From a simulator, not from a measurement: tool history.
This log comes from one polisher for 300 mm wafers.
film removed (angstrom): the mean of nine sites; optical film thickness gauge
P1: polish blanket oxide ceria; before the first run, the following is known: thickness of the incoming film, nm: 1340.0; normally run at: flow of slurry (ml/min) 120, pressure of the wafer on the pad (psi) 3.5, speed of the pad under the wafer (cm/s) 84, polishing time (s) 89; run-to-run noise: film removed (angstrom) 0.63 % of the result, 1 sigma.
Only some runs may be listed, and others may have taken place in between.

run,day,flow of slurry (ml/min),pressure of the wafer on the pad (psi),speed of the pad under the wafer (cm/s),polishing time (s),film removed (angstrom)
1,0.283,120,3.5,84,89,4167.7
2,0.533,120,3.5,126,89,6233.3
3,0.775,120,1.6,84,89,1930.8
4,1.029,155,5.1,84,89,6417.0
5,1.338,120,3.5,84,89,4171.1
6,1.742,70,3.5,84,89,3646.8
7,2.017,120,5.2,84,44,3069.6
8,2.400,175,3.5,84,89,4458.4
9,2.700,120,3.5,84,89,4224.2
10,3.000,120,3.5,50,89,2484.8
11,3.267,120,4.9,84,89,5846.4
12,3.471,120,3.5,84,89,4215.3
13,3.725,120,3.5,84,128,6051.5
14,4.029,120,3.5,84,66,3130.8
15,4.267,120,3.5,84,89,4191.5
16,4.683,120,3.5,84,89,4055.4
17,4.875,120,3.5,84,89,3991.3
18,5.067,120,3.5,84,89,3950.4
# day 5.121: worn pad replaced by a new one
19,5.333,120,3.5,84,89,3882.1
20,5.542,120,3.5,84,89,3867.1

The next listed run, before its measurement:
21,5.875,120,3.5,84,89,?

Run 21 gave film removed (angstrom) 3872.4.

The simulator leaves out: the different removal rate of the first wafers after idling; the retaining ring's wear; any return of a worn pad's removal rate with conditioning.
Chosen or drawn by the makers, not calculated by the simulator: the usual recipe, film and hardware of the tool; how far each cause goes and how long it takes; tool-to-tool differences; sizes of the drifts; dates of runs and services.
